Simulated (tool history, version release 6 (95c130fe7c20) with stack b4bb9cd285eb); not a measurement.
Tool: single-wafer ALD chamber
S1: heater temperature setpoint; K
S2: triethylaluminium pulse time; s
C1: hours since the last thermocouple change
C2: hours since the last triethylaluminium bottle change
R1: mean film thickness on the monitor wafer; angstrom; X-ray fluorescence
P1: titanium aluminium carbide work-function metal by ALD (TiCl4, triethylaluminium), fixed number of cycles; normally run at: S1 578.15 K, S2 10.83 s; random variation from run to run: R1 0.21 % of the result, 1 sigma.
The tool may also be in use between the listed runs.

{"run": 1, "hour": 10.4, "S1": 578.15, "S2": 10.83, "C1": 169.0, "C2": 982.2, "R1": 20.706}
{"run": 2, "hour": 27.1, "S1": 602.15, "S2": 10.83, "C1": 185.7, "C2": 998.9, "R1": 22.876}
{"run": 3, "hour": 44.4, "S1": 557.15, "S2": 10.83, "C1": 203.0, "C2": 1016.2, "R1": 18.853}
{"hour": 46.6, "done": "thermocouple changed; heater temperature recalibrated"}
{"run": 4, "hour": 61.6, "S1": 578.15, "S2": 16.03, "C1": 15.0, "C2": 1033.4, "R1": 21.126}
{"run": 5, "hour": 70.4, "S1": 578.15, "S2": 10.83, "C1": 23.8, "C2": 1042.2, "R1": 20.694}
{"run": 6, "hour": 85.7, "S1": 578.15, "S2": 10.83, "C1": 39.1, "C2": 1057.5, "R1": 20.747}
{"run": 7, "hour": 99.9, "S1": 578.15, "S2": 4.31, "C1": 53.3, "C2": 1071.7, "R1": 16.392}
{"run": 8, "hour": 114.6, "S1": 590.15, "S2": 6.88, "C1": 68.0, "C2": 1086.4, "R1": 20.183}
{"run": 9, "hour": 131.1, "S1": 578.15, "S2": 10.83, "C1": 84.5, "C2": 1102.9, "R1": 20.694}
{"run": 10, "hour": 147.3, "S1": 578.15, "S2": 10.83, "C1": 100.7, "C2": 1119.1, "R1": 20.703}
{"run": 11, "hour": 163.3, "S1": 578.15, "S2": 10.83, "C1": 116.7, "C2": 1135.1, "R1": 20.748}
{"run": 12, "hour": 176.4, "S1": 578.15, "S2": 10.83, "C1": 129.8, "C2": 1148.2, "R1": 20.48}

The next listed run, before its measurement:
{"run": 13, "hour": 186.2, "S1": 578.15, "S2": 10.83, "C1": 139.6, "C2": 1158.0, "R1": "?"}

R1: 20.453 angstrom
